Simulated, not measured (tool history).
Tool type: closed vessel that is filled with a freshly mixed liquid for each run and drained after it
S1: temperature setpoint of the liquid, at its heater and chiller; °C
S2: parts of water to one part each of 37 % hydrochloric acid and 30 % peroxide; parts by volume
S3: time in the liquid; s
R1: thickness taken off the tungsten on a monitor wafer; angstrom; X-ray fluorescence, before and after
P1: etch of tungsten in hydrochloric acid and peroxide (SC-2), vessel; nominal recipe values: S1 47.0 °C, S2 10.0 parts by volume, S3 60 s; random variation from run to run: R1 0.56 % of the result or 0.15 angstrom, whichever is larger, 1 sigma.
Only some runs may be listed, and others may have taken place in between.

| run | hour | S1 | S2 | S3 | R1 |
|---|---|---|---|---|---|
| 1 | 17.1 | 47.0 | 10.0 | 60 | 80.855 |
| 2 | 28.1 | 47.0 | 10.0 | 110 | 145.540 |
| 3 | 42.6 | 47.0 | 17.5 | 95 | 77.789 |
| 4 | 51.4 | 47.0 | 10.0 | 30 | 39.657 |
| 5 | 66.4 | 54.0 | 10.0 | 30 | 63.740 |
| 6 | 77.0 | 35.0 | 10.0 | 60 | 34.147 |
| 7 | 85.3 | 47.0 | 10.0 | 60 | 79.970 |
| 8 | 93.2 | 59.5 | 10.0 | 30 | 90.033 |
| 9 | 101.8 | 47.0 | 16.0 | 60 | 52.958 |
| 10 | 115.3 | 47.0 | 4.0 | 60 | 158.970 |
| 11 | 123.7 | 47.0 | 10.0 | 60 | 79.619 |
| 12 | 140.8 | 47.0 | 10.0 | 60 | 80.198 |
| 13 | 155.8 | 61.5 | 10.0 | 60 | 206.110 |
| 14 | 169.6 | 47.0 | 10.0 | 60 | 80.358 |
| 15 | 184.1 | 47.0 | 10.0 | 60 | 78.088 |
| 16 | 193.0 | 47.0 | 10.0 | 60 | 76.616 |
| 17 | 209.6 | 47.0 | 10.0 | 60 | 75.183 |

What does the tool deliver on the next run?
| 18 | 218.1 | 47.0 | 10.0 | 60 | ? |

{"run 18": {"R1": 75.943}}
